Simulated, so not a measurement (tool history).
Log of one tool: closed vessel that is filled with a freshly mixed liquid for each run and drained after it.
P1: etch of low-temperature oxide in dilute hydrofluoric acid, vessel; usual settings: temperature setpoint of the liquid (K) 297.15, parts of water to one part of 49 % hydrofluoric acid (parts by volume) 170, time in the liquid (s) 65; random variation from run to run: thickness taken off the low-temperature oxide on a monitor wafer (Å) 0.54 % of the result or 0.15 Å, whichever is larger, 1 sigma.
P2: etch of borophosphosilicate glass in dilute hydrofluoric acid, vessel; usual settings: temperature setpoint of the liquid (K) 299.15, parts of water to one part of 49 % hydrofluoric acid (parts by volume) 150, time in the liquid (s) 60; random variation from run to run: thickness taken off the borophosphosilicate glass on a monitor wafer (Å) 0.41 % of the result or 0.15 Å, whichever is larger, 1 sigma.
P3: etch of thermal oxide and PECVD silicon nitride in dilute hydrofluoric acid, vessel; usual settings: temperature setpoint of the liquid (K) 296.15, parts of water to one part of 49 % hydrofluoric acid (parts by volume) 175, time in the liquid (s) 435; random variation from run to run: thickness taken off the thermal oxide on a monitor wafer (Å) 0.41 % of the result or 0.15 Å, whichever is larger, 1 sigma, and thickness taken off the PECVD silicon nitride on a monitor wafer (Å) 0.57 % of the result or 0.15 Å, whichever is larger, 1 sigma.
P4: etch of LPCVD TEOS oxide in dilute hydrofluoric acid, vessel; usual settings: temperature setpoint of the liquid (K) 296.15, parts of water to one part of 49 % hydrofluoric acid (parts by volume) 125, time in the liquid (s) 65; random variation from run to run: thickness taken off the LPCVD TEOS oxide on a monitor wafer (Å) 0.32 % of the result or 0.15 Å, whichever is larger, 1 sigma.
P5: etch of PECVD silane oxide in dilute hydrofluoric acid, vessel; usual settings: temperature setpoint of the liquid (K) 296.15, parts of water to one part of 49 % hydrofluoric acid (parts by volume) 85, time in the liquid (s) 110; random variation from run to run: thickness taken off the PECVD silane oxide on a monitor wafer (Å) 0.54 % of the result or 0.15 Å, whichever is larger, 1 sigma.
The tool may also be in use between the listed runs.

run   hour  process that ran  temperature setpoint of the liquid (K)  parts of water to one part of 49 % hydrofluoric acid (parts by volume)  time in the liquid (s)  hours since the thermometer was replaced  hours since the hydrofluoric acid flow meter was replaced  thickness taken off the low-temperature oxide on a monitor wafer (Å)  thickness taken off the LPCVD TEOS oxide on a monitor wafer (Å)  thickness taken off the thermal oxide on a monitor wafer (Å)  thickness taken off the PECVD silicon nitride on a monitor wafer (Å)  thickness taken off the borophosphosilicate glass on a monitor wafer (Å)  thickness taken off the PECVD silane oxide on a monitor wafer (Å)
  1   16.6                P1                                  297.15                                                                     170                      65                                     304.2                                                      880.9                                                                66.509
  2   27.9                P4                                  296.15                                                                     125                      65                                     315.5                                                      892.2                                                                                                                                 154.47
  3   40.6                P1                                  297.15                                                                      85                      65                                     328.2                                                      904.9                                                                145.53
  4     56                P3                                  296.15                                                                     300                     435                                     343.6                                                      920.3                                                                                                                                                                                                53.31                                                                23.011
  5   67.3                P2                                  299.15                                                                     150                      60                                     354.9                                                      931.6                                                                                                                                                                                                                                                                                                                                               191.77
  6   80.4                P2                                  305.65                                                                     150                      60                                       368                                                      944.7                                                                                                                                                                                                                                                                                                                                               243.42
  7   91.3                P4                                  296.15                                                                      70                      65                                     378.9                                                      955.6                                                                                                                                 295.49
  8  101.4                P1                                  290.15                                                                     170                      65                                       389                                                      965.7                                                                50.038
  9  117.4                P2                                  299.15                                                                     270                      60                                       405                                                      981.7                                                                                                                                                                                                                                                                                                                                               94.212
 10  130.3                P5                                  296.15                                                                      85                     160                                     417.9                                                      994.6                                                                                                                                                                                                                                                                                                                                                                                                                  562.47
 11  144.1                P1                                  300.65                                                                     170                     105                                     431.7                                                     1008.4                                                                 121.7
 12    162                P1                                  297.15                                                                     250                      65                                     449.6                                                     1026.3                                                                41.312
 13  170.5                P1                                  297.15                                                                     170                     125                                     458.1                                                     1034.8                                                                127.61
 14  187.6                P1                                  297.15                                                                     170                      65                                     475.2                                                     1051.9                                                                66.741
 15  205.2                P4                                  299.65                                                                     125                      65                                     492.8                                                     1069.5                                                                                                                                 177.93
 16  214.8                P1                                  297.15                                                                     250                      95                                     502.4                                                     1079.1                                                                60.493
 17  227.6                P4                                  296.15                                                                     125                     105                                     515.2                                                     1091.9                                                                                                                                 250.69
 18  241.5                P2                                  299.15                                                                     150                      60                                     529.1                                                     1105.8                                                                                                                                                                                                                                                                                                                                               192.12
 19  256.2                P5                                  296.15                                                                      35                     110                                     543.8                                                     1120.5                                                                                                                                                                                                                                                                                                                                                                                                                  993.67
 20  267.3                P1                                  297.15                                                                     170                      65                                     554.9                                                     1131.6                                                                 66.33
 21  283.5                P3                                  301.65                                                                     175                     435                                     571.1                                                     1147.8                                                                                                                                                                                               126.76                                                                55.207
 22  294.4                P3                                  296.15                                                                     175                     435                                       582                                                     1158.7                                                                                                                                                                                               104.05                                                                38.968
 23  306.6                P2                                  299.15                                                                     150                      30                                     594.2                                                     1170.9                                                                                                                                                                                                                                                                                                                                               96.401
 24  316.8                P5                                  304.15                                                                      85                     110                                     604.4                                                     1181.1                                                                                                                                                                                                                                                                                                                                                                                                                  526.18
 25    326                P3                                  296.15                                                                     175                      70                                     613.6                                                     1190.3                                                                                                                                                                                               16.409                                                                5.8561
 26  336.3                P1                                  297.15                                                                     170                      65                                     623.9                                                     1200.6                                                                 66.45
 27  349.7                P3                                  296.15                                                                     175                     435                                     637.3                                                       1214                                                                                                                                                                                               103.48                                                                39.128
 28  367.2                P5                                  296.15                                                                      85                     110                                     654.8                                                     1231.5                                                                                                                                                                                                                                                                                                                                                                                                                  386.36
 29  380.2                P1                                  300.65                                                                     170                      65                                     667.8                                                     1244.5                                                                75.532
 30  391.5                P4                                  296.15                                                                     125                      65                                     679.1                                                     1255.8                                                                                                                                 155.27
 31  409.4                P1                                  297.15                                                                     170                      35                                       697                                                     1273.7                                                                35.807
 32  423.8                P1                                  297.15                                                                     170                      65                                     711.4                                                     1288.1                                                                 65.85
 33  440.5                P1                                  297.15                                                                     170                      65                                     728.1                                                     1304.8                                                                66.052
 34  455.7                P1                                  297.15                                                                     170                      65                                     743.3                                                       1320                                                                62.993
 35  471.9                P1                                  297.15                                                                     170                      65                                     759.5                                                     1336.2                                                                63.101
 36    487                P1                                  297.15                                                                     170                      65                                     774.6                                                     1351.3                                                                61.435
 37  500.1                P1                                  297.15                                                                     170                      65                                     787.7                                                     1364.4                                                                61.336
 38    516                P1                                  297.15                                                                     170                      65                                     803.6                                                     1380.3                                                                61.581
 39  531.6                P1                                  297.15                                                                     170                      65                                     819.2                                                     1395.9                                                                60.757
 40  549.8                P1                                  297.15                                                                     170                      65                                     837.4                                                     1414.1                                                                60.162
 41  558.3                P1                                  297.15                                                                     170                      65                                     845.9                                                     1422.6                                                                60.748

What P1 gives has crept away from where it was. These 2 causes fit the log equally well, each at the size given:
A: hydrofluoric acid flow below the setpoint (%) = 7.09
B: liquid colder than its thermometer reads (K) = 2.31
The creep began at about hour 440.5.

4 check runs are offered, one wafer each, their results left as question marks. Which one tells the causes apart?
check 1  566.8                P5                                  302.65                                                                      85                     110                                                                                                                                                                                                                                                                                                                                                                                                                                                                                                                            ?
check 2  566.8                P3                                  296.15                                                                     275                     435                                                                                                                                                                                                                                                                                                         ?                                                                     ?
check 3  566.8                P4                                  299.65                                                                     125                      65                                                                                                                                                                                                                                           ?
check 4  566.8                P2                                  302.15                                                                     150                      30                                                                                                                                                                                                                                                                                                                                                                                                                                                         ?

What each check would give under each cause:
  check                                                                    result    if A    if B
check 1         thickness taken off the PECVD silane oxide on a monitor wafer (Å)  457.05  454.21
check 2              thickness taken off the thermal oxide on a monitor wafer (Å)  54.239  54.795
check 2      thickness taken off the PECVD silicon nitride on a monitor wafer (Å)  23.188   21.56
check 3           thickness taken off the LPCVD TEOS oxide on a monitor wafer (Å)  163.09  162.55
check 4  thickness taken off the borophosphosilicate glass on a monitor wafer (Å)  98.354   98.67
How far apart the two closest causes lie, in the result that separates them most: check 1 0.62 %; check 2 7.28 %; check 3 0.33 %; check 4 0.32 %
Only check 2 tells the causes apart: in the others they would give nearly the same result.

Check 2 was then run and gave: thickness taken off the thermal oxide on a monitor wafer (Å) 54.538; thickness taken off the PECVD silicon nitride on a monitor wafer (Å) 21.52. Which cause is it?

It is B: liquid colder than its thermometer reads (K).
